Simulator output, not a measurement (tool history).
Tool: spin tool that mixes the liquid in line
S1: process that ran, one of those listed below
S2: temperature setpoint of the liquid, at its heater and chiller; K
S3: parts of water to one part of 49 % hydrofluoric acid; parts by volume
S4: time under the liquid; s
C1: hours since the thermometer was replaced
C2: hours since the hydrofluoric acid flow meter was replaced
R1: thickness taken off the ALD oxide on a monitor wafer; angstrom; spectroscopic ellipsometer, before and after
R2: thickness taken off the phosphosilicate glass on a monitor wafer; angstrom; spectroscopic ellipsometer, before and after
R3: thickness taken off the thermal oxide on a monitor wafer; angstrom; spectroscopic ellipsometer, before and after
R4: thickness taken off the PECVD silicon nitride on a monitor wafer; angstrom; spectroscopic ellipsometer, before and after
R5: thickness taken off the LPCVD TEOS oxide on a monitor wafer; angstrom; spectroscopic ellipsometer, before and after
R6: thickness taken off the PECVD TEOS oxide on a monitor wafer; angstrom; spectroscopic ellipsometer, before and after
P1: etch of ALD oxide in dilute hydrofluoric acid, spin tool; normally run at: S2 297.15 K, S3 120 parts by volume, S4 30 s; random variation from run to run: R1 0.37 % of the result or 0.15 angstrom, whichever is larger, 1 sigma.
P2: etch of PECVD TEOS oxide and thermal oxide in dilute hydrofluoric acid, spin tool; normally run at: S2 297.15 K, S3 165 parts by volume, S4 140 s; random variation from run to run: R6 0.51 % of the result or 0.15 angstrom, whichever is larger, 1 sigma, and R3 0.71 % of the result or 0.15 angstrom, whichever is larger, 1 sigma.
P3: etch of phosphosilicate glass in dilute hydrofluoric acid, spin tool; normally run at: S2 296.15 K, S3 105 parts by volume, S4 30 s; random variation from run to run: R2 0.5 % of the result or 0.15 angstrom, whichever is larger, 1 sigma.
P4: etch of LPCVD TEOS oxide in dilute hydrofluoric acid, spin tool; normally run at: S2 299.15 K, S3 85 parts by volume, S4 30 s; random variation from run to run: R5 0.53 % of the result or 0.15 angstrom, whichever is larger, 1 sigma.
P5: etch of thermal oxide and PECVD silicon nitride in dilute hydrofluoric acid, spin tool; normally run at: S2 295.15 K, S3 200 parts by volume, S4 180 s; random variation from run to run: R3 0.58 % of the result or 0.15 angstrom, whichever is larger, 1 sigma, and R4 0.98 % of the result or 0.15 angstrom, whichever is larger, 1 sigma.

run,hour,S1,S2,S3,S4,C1,C2,R1,R2,R3,R4,R5,R6
1,13.3,P1,297.15,120,30,427.9,194.6,70.435,,,,,
2,24.3,P3,296.15,105,30,438.9,205.6,,525.59,,,,
3,33.6,P1,297.15,120,30,448.2,214.9,70.899,,,,,
4,42.2,P1,291.65,120,60,456.8,223.5,112.020,,,,,
5,49.8,P1,297.15,120,30,464.4,231.1,70.382,,,,,
6,62.9,P5,295.15,315,180,477.5,244.2,,,20.446,13.602,,
7,71.8,P5,290.15,200,180,486.4,253.1,,,29.451,15.728,,
8,81.0,P1,297.15,215,30,495.6,262.3,35.198,,,,,
9,92.8,P3,296.15,105,45,507.4,274.1,,784.18,,,,
10,104.9,P3,290.15,105,30,519.5,286.2,,407.59,,,,
11,115.2,P4,299.15,85,30,529.8,296.5,,,,,97.719,
12,128.3,P3,296.15,105,30,542.9,309.6,,525.66,,,,
# hour 133.4: thermometer replaced
13,143.4,P1,297.15,120,15,10.0,324.7,35.030,,,,,
14,158.3,P5,295.15,200,180,24.9,339.6,,,35.832,21.409,,
15,169.5,P4,299.15,50,30,36.1,350.8,,,,,175.370,
16,181.1,P2,301.15,165,140,47.7,362.4,,,43.092,,,77.132
17,195.9,P1,297.15,120,30,62.5,377.2,69.738,,,,,
18,202.6,P1,291.65,120,30,69.2,383.9,56.479,,,,,
19,213.1,P1,297.15,120,45,79.7,394.4,105.990,,,,,
20,223.0,P1,304.15,120,30,89.6,404.3,91.476,,,,,
21,237.4,P5,295.15,200,345,104.0,418.7,,,68.261,42.437,,
22,248.6,P5,295.15,200,180,115.2,429.9,,,35.750,21.857,,
# hour 253.1: hydrofluoric acid flow meter replaced
23,259.5,P4,306.15,85,30,126.1,6.4,,,,,127.500,
24,271.1,P2,297.15,165,235,137.7,18.0,,,62.277,,,111.910
25,278.5,P1,297.15,45,30,145.1,25.4,205.320,,,,,
26,287.1,P4,299.15,85,55,153.7,34.0,,,,,182.410,
27,298.9,P1,297.15,120,30,165.5,45.8,70.147,,,,,
28,313.0,P1,304.15,35,30,179.6,59.9,354.810,,,,,
29,320.4,P3,296.15,160,30,187.0,67.3,,318.14,,,,
30,330.3,P2,297.15,165,140,196.9,77.2,,,36.800,,,67.494
31,339.3,P1,297.15,120,30,205.9,86.2,70.107,,,,,
32,353.1,P2,297.15,100,140,219.7,100.0,,,66.307,,,118.620
33,363.0,P2,297.15,165,140,229.6,109.9,,,36.983,,,66.656
34,376.4,P1,297.15,120,30,243.0,123.3,70.279,,,,,
35,389.2,P1,297.15,120,30,255.8,136.1,69.532,,,,,
36,396.9,P1,297.15,120,30,263.5,143.8,68.309,,,,,
37,407.2,P1,297.15,120,30,273.8,154.1,67.377,,,,,
38,422.3,P1,297.15,120,30,288.9,169.2,66.884,,,,,
39,436.4,P1,297.15,120,30,303.0,183.3,66.797,,,,,
40,444.8,P1,297.15,120,30,311.4,191.7,66.285,,,,,
41,454.5,P1,297.15,120,30,321.1,201.4,66.787,,,,,
42,465.7,P1,297.15,120,30,332.3,212.6,66.532,,,,,
43,479.9,P1,297.15,120,30,346.5,226.8,66.440,,,,,
44,488.6,P1,297.15,120,30,355.2,235.5,66.413,,,,,
45,501.4,P1,297.15,120,30,368.0,248.3,66.439,,,,,

What P1 gives has crept away from where it was. These 2 causes fit the log equally well, each at the size given:
A: liquid colder than its thermometer reads (K) = 1.5
B: hydrofluoric acid flow below the setpoint (%) = 5.01
The creep began at about hour 376.4.

4 check runs are offered, each on 5 wafers whose results are averaged, their results left as question marks. Which one tells the causes apart?
check 1,514.2,P2,297.15,165,140,,,,,?,,,?
check 2,514.2,P4,299.15,85,30,,,,,,,?,
check 3,514.2,P3,296.15,105,30,,,,?,,,,
check 4,514.2,P5,295.15,200,180,,,,,?,?,,

What each check would give under each cause:
check,result,if A,if B
check 1,R3,35.080,34.944
check 1,R6,62.958,62.714
check 2,R5,92.536,92.739
check 3,R2,490.39,491.46
check 4,R3,33.678,33.509
check 4,R4,19.790,20.740
How far apart the two closest causes lie, in the result that separates them most: check 1 0.39 %; check 2 0.22 %; check 3 0.22 %; check 4 4.69 %
Only check 4 tells the causes apart: in the others they would give nearly the same result.

Check 4 was then run and gave: R3 33.714 angstrom; R4 19.750 angstrom. Which cause is it?

It is A: liquid colder than its thermometer reads (K).
